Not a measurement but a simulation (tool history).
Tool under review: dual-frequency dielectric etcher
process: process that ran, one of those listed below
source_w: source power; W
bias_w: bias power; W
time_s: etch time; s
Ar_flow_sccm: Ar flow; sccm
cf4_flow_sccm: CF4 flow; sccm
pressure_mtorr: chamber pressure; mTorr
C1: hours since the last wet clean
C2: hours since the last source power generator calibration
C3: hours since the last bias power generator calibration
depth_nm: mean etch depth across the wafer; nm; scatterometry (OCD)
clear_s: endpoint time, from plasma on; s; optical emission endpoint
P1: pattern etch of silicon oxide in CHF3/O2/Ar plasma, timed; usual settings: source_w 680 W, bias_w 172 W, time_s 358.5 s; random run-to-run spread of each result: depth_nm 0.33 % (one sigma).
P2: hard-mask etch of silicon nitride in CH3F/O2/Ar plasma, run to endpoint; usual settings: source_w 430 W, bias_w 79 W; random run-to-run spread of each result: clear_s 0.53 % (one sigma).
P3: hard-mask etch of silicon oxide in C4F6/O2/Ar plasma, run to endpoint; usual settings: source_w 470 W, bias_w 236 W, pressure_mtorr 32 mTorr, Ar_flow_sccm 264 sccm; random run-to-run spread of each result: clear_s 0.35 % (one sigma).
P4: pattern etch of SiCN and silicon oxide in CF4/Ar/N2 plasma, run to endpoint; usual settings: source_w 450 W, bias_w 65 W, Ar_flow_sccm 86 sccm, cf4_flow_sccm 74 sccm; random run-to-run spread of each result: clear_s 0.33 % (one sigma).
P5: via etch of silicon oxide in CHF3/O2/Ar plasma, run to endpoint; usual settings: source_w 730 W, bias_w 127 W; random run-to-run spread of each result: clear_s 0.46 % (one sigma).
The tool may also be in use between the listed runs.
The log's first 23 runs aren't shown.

Run 24, day 8.754: process P1, source_w 840 W, bias_w 172 W, time_s 358.5 s; C1 631.8; C2 1353.5; C3 1474.2. Result: depth_nm 789.79 nm.
Run 25, day 9.029: process P2, source_w 430 W, bias_w 79 W; C1 638.4; C2 1360.1; C3 1480.8. Result: clear_s 58.173 s.
Run 26, day 9.329: process P1, source_w 680 W, bias_w 172 W, time_s 358.5 s; C1 645.6; C2 1367.3; C3 1488. Result: depth_nm 722.97 nm.
Run 27, day 9.717: process P3, source_w 470 W, bias_w 236 W, Ar_flow_sccm 349 sccm, pressure_mtorr 32 mTorr; C1 654.9; C2 1376.6; C3 1497.3. Result: clear_s 46.436 s.
Run 28, day 9.946: process P2, source_w 430 W, bias_w 58 W; C1 660.4; C2 1382.1; C3 1502.8. Result: clear_s 64.929 s.
Run 29, day 10.183: process P3, source_w 470 W, bias_w 236 W, Ar_flow_sccm 264 sccm, pressure_mtorr 32 mTorr; C1 666.1; C2 1387.8; C3 1508.5. Result: clear_s 45.264 s.
Run 30, day 10.617: process P4, source_w 450 W, bias_w 47 W, Ar_flow_sccm 86 sccm, cf4_flow_sccm 74 sccm; C1 676.5; C2 1398.2; C3 1518.9. Result: clear_s 21.298 s.
Run 31, day 11.067: process P4, source_w 320 W, bias_w 65 W, Ar_flow_sccm 86 sccm, cf4_flow_sccm 74 sccm; C1 687.3; C2 1409; C3 1529.7. Result: clear_s 26.019 s.
Run 32, day 11.342: process P1, source_w 550 W, bias_w 228 W, time_s 358.5 s; C1 693.9; C2 1415.6; C3 1536.3. Result: depth_nm 732.29 nm.
Run 33, day 11.783: process P3, source_w 370 W, bias_w 236 W, Ar_flow_sccm 264 sccm, pressure_mtorr 32 mTorr; C1 704.5; C2 1426.2; C3 1546.9. Result: clear_s 49.311 s.
Run 34, day 12.067: process P4, source_w 450 W, bias_w 65 W, Ar_flow_sccm 86 sccm, cf4_flow_sccm 74 sccm; C1 711.3; C2 1433; C3 1553.7. Result: clear_s 19.272 s.
Run 35, day 12.538: process P1, source_w 680 W, bias_w 172 W, time_s 358.5 s; C1 722.6; C2 1444.3; C3 1565. Result: depth_nm 720.9 nm.
Run 36, day 12.892: process P1, source_w 680 W, bias_w 172 W, time_s 358.5 s; C1 731.1; C2 1452.8; C3 1573.5. Result: depth_nm 719.54 nm.
Run 37, day 13.204: process P1, source_w 680 W, bias_w 172 W, time_s 358.5 s; C1 738.6; C2 1460.3; C3 1581. Result: depth_nm 713.84 nm.

Run 38 comes next. What will it give?
Run 38, day 13.488: process P1, source_w 680 W, bias_w 172 W, time_s 358.5 s; C1 745.4; C2 1467.1; C3 1587.8. Result: depth_nm ?.

Logged for run 38: depth_nm 713.25 nm.

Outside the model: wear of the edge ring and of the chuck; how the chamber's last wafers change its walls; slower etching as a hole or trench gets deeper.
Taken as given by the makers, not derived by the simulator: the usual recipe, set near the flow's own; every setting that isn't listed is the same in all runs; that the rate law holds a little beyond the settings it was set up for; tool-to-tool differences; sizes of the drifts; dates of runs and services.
